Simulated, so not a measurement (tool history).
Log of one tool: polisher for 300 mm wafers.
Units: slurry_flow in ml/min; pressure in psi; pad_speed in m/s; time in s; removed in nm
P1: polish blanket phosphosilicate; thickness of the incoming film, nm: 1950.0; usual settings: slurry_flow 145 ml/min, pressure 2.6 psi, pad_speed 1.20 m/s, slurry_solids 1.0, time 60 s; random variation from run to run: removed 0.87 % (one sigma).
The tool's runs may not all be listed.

run	hour	slurry_flow	pressure	pad_speed	slurry_solids	time	wafers polished on this pad	hours since the slurry nozzle was cleaned	hours since the head pressure was calibrated	hours since the slurry blender was calibrated	hours since the conditioning disc was replaced	removed
1	8.1	145	2.6	1.20	1.0	60	641	461.6	560.9	295.8	239.0	532.49
2	17.2	145	2.6	1.20	0.5	60	730	470.7	570.0	304.9	248.1	370.89
3	23.1	145	2.6	1.20	1.0	60	789	476.6	575.9	310.8	254.0	535.24
4	34.2	145	4.1	1.20	1.0	60	898	487.7	587.0	321.9	265.1	851.56
5	43.9	145	2.6	1.20	1.0	60	993	497.4	596.7	331.6	274.8	538.71
6	49.7	145	2.6	1.20	1.4	60	1050	503.2	602.5	337.4	280.6	624.02
7	57.0	145	2.6	1.20	1.0	93	1122	510.5	609.8	344.7	287.9	832.72
8	64.6	145	2.6	1.20	1.0	60	1196	518.1	617.4	352.3	295.5	535.72
9	74.2	205	3.5	1.20	1.0	60	1291	527.7	627.0	361.9	305.1	746.78
10	82.6	145	2.0	1.86	1.0	60	1373	536.1	635.4	370.3	313.5	591.24
11	89.0	85	2.6	1.20	1.0	60	1436	542.5	641.8	376.7	319.9	481.94
12	95.0	145	2.6	1.20	1.0	60	1495	548.5	647.8	382.7	325.9	546.04
13	102.4	145	2.6	1.20	1.0	27	1568	555.9	655.2	390.1	333.3	243.66
14	113.6	145	2.6	1.20	1.0	60	1678	567.1	666.4	401.3	344.5	540.61
15	121.9	145	2.6	0.54	1.0	60	1760	575.4	674.7	409.6	352.8	282.82
16	132.8	145	2.6	1.88	1.0	60	1867	586.3	685.6	420.5	363.7	766.38
17	143.6	145	1.7	1.20	1.0	60	1973	597.1	696.4	431.3	374.5	349.74
18	148.5	205	2.6	1.20	1.0	60	2021	602.0	701.3	436.2	379.4	570.06
19	155.2	145	2.6	1.20	1.0	60	2087	608.7	708.0	442.9	386.1	536.87
20	162.6	145	2.6	1.20	1.0	60	2160	616.1	715.4	450.3	393.5	529.40
21	173.1	145	2.6	1.20	1.0	60	2263	626.6	725.9	460.8	404.0	511.07
22	183.4	145	2.6	1.20	1.0	60	2364	636.9	736.2	471.1	414.3	512.07
23	191.7	145	2.6	1.20	1.0	60	2446	645.2	744.5	479.4	422.6	508.34
24	197.5	145	2.6	1.20	1.0	60	2503	651.0	750.3	485.2	428.4	500.16
25	208.7	145	2.6	1.20	1.0	60	2613	662.2	761.5	496.4	439.6	488.88
# hour 211.6: head pressure recalibrated
# hour 214.5: conditioning disc replaced and pad reconditioned
26	217.0	145	2.6	1.20	1.0	60	2695	670.5	5.4	504.7	2.5	498.70
# hour 225.1: slurry blender recalibrated
27	228.1	145	2.6	1.20	1.0	60	2804	681.6	16.5	3.0	13.6	499.02
28	236.3	145	2.6	1.20	1.0	60	2884	689.8	24.7	11.2	21.8	487.47
29	246.5	145	2.6	1.20	1.0	60	2985	700.0	34.9	21.4	32.0	488.60
30	254.9	145	2.6	1.20	1.0	60	3067	708.4	43.3	29.8	40.4	485.78

What P1 gives has crept away from where it was. These 2 causes fit the log equally well, each at the size given:
A: removal rate lost through wear of the pad, % = 8.94
B: slurry flow missing at the pad, % = 35
The creep began at about hour 155.2.
Why every other cause is out:
head's pressure below its setpoint, %: serviced at hour 211.6, which brought nothing back
abrasive missing from the slurry, %: serviced at hour 225.1, which brought nothing back
time polished since the conditioner stopped cutting, s: serviced at hour 214.5, which brought nothing back

4 check runs are offered, each on 2 wafers whose results are averaged, their results left as question marks. Which one tells the causes apart?
check 1	263.3	145	3.9	1.20	1.0	29						?
check 2	263.3	145	2.6	0.64	1.0	86						?
check 3	263.3	145	2.6	0.54	1.0	60						?
check 4	263.3	85	2.6	1.20	0.7	60						?

What each check would give under each cause:
check	result	if A	if B
check 1	removed	354.80	354.77
check 2	removed	424.22	424.19
check 3	removed	258.35	258.33
check 4	removed	362.52	343.07
How far apart the two closest causes lie, in the result that separates them most: check 1 0.01 %; check 2 0.01 %; check 3 0.01 %; check 4 5.52 %
Only check 4 tells the causes apart: in the others they would give nearly the same result.

Then check 4 was run and gave: removed 341.63 nm. Which cause is it?

It is B: slurry flow missing at the pad, %.
